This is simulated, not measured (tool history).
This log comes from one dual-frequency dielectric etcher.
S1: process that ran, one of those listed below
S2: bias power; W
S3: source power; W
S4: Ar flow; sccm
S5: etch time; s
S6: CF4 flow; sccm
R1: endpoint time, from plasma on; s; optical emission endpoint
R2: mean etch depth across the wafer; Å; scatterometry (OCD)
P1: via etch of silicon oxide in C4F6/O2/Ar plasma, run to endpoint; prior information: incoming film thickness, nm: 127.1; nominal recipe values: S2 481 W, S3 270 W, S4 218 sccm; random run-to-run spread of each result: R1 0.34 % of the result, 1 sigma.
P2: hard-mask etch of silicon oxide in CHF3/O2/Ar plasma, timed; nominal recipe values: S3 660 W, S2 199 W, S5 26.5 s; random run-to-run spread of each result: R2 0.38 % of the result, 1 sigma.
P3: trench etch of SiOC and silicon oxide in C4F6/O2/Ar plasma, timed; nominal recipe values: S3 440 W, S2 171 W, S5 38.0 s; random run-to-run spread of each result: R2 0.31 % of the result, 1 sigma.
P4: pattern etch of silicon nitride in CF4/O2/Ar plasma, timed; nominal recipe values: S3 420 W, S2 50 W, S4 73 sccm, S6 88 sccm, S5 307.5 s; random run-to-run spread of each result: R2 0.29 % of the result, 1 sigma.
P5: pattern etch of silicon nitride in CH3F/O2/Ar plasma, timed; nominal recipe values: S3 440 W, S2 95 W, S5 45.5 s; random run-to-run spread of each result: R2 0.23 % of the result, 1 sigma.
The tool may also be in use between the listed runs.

run 1 day=0.583 | S1=P1 S2=481 S3=270 S4=218 | R1=32.372
run 2 day=1.279 | S1=P3 S2=171 S3=440 S5=54.0 | R2=1116.20
run 3 day=1.979 | S1=P3 S2=171 S3=440 S5=38.0 | R2=777.65
run 4 day=2.508 | S1=P2 S2=199 S3=660 S5=15.0 | R2=319.85
run 5 day=3.162 | S1=P3 S2=171 S3=290 S5=38.0 | R2=663.12
run 6 day=3.542 | S1=P1 S2=481 S3=270 S4=163 | R1=31.132
run 7 day=3.912 | S1=P5 S2=127 S3=440 S5=45.5 | R2=398.36
run 8 day=4.529 | S1=P2 S2=199 S3=660 S5=26.5 | R2=566.24
run 9 day=5.183 | S1=P1 S2=345 S3=270 S4=284 | R1=37.482
run 10 day=5.567 | S1=P1 S2=481 S3=270 S4=218 | R1=32.361
run 11 day=6.071 | S1=P1 S2=481 S3=180 S4=157 | R1=36.409
run 12 day=6.817 | S1=P1 S2=481 S3=270 S4=278 | R1=33.424
run 13 day=7.271 | S1=P5 S2=95 S3=440 S5=63.0 | R2=497.09
run 14 day=7.608 | S1=P1 S2=354 S3=270 S4=218 | R1=36.588
run 15 day=8.308 | S1=P1 S2=481 S3=270 S4=218 | R1=32.520
run 16 day=9.046 | S1=P1 S2=481 S3=270 S4=218 | R1=32.591
run 17 day=9.533 | S1=P1 S2=585 S3=270 S4=218 | R1=29.951
run 18 day=10.125 | S1=P5 S2=95 S3=440 S5=45.5 | R2=358.23
run 19 day=10.738 | S1=P1 S2=481 S3=270 S4=218 | R1=32.511
run 20 day=11.212 | S1=P4 S2=50 S3=420 S4=58 S5=307.5 S6=88 | R2=5150.10
run 21 day=11.638 | S1=P3 S2=171 S3=440 S5=38.0 | R2=779.54
run 22 day=12.112 | S1=P4 S2=50 S3=420 S4=73 S5=209.0 S6=88 | R2=3399.40
-- day=12.121 Ar flow controller replaced
run 23 day=12.488 | S1=P4 S2=50 S3=420 S4=73 S5=307.5 S6=67 | R2=4852.20
run 24 day=12.908 | S1=P4 S2=50 S3=420 S4=73 S5=307.5 S6=88 | R2=5016.40
run 25 day=13.454 | S1=P4 S2=50 S3=320 S4=73 S5=307.5 S6=88 | R2=3953.10
run 26 day=13.779 | S1=P5 S2=95 S3=520 S5=45.5 | R2=380.66
run 27 day=14.462 | S1=P2 S2=269 S3=660 S5=26.5 | R2=631.30
run 28 day=14.883 | S1=P4 S2=37 S3=420 S4=73 S5=307.5 S6=88 | R2=4483.80
run 29 day=15.433 | S1=P2 S2=199 S3=890 S5=26.5 | R2=634.73
run 30 day=16.117 | S1=P1 S2=481 S3=190 S4=218 | R1=36.845
run 31 day=16.779 | S1=P1 S2=481 S3=360 S4=218 | R1=29.287
run 32 day=17.117 | S1=P1 S2=354 S3=270 S4=255 | R1=36.936
run 33 day=17.825 | S1=P3 S2=217 S3=440 S5=38.0 | R2=837.73
run 34 day=18.392 | S1=P1 S2=481 S3=270 S4=218 | R1=32.443
run 35 day=18.721 | S1=P1 S2=481 S3=270 S4=218 | R1=32.149
run 36 day=19.079 | S1=P1 S2=481 S3=270 S4=218 | R1=32.156
run 37 day=19.558 | S1=P1 S2=481 S3=270 S4=218 | R1=31.927
run 38 day=20.229 | S1=P1 S2=481 S3=270 S4=218 | R1=31.717
-- day=20.400 wet clean of the chamber
run 39 day=20.617 | S1=P1 S2=481 S3=270 S4=218 | R1=31.795
-- day=20.708 Ar flow controller replaced
run 40 day=21.254 | S1=P1 S2=481 S3=270 S4=218 | R1=31.916
run 41 day=21.938 | S1=P1 S2=481 S3=270 S4=218 | R1=31.916

P1 has crept away from where it was. The log is fitted equally well by each of these 2 causes, at the sizes shown:
A: source power that arrives over what is set, % = 4.73
B: bias power that arrives over what is set, % = 4.56
Onset of the creep was near day 18.392.
Other possible causes, and why each is ruled out:
chamber walls in a state that raises the etch rate, %: serviced at day 20.400, which brought nothing back
Ar flow that arrives under what is set, %: serviced at day 20.708, which brought nothing back

Question marks stand in for the results of the 4 check runs listed below, each run on one wafer. Under which run would the listed causes show clearly different results?
run check 1 day=22.621 | S1=P4 S2=50 S3=420 S4=73 S5=307.5 S6=88 | R2=?
run check 2 day=22.621 | S1=P5 S2=95 S3=440 S5=45.5 | R2=?
run check 3 day=22.621 | S1=P3 S2=171 S3=440 S5=38.0 | R2=?
run check 4 day=22.621 | S1=P2 S2=199 S3=660 S5=26.5 | R2=?

Check results expected under each cause:
check=check_1 result=R2 if_A=5222.90 if_B=5100.30
check=check_2 result=R2 if_A=364.40 if_B=363.99
check=check_3 result=R2 if_A=794.50 if_B=791.20
check=check_4 result=R2 if_A=576.61 if_B=575.25
Minimum pairwise separation of causes per check, each pair taken at its best-separating result: check 1 2.37 %; check 2 0.11 %; check 3 0.42 %; check 4 0.24 %
Only check 1 tells the causes apart: in the others they would give nearly the same result.

Here is what check 1 returned: R2 5230.30 Å. Which cause is it?

Of the candidate causes, it is A: source power that arrives over what is set, %.
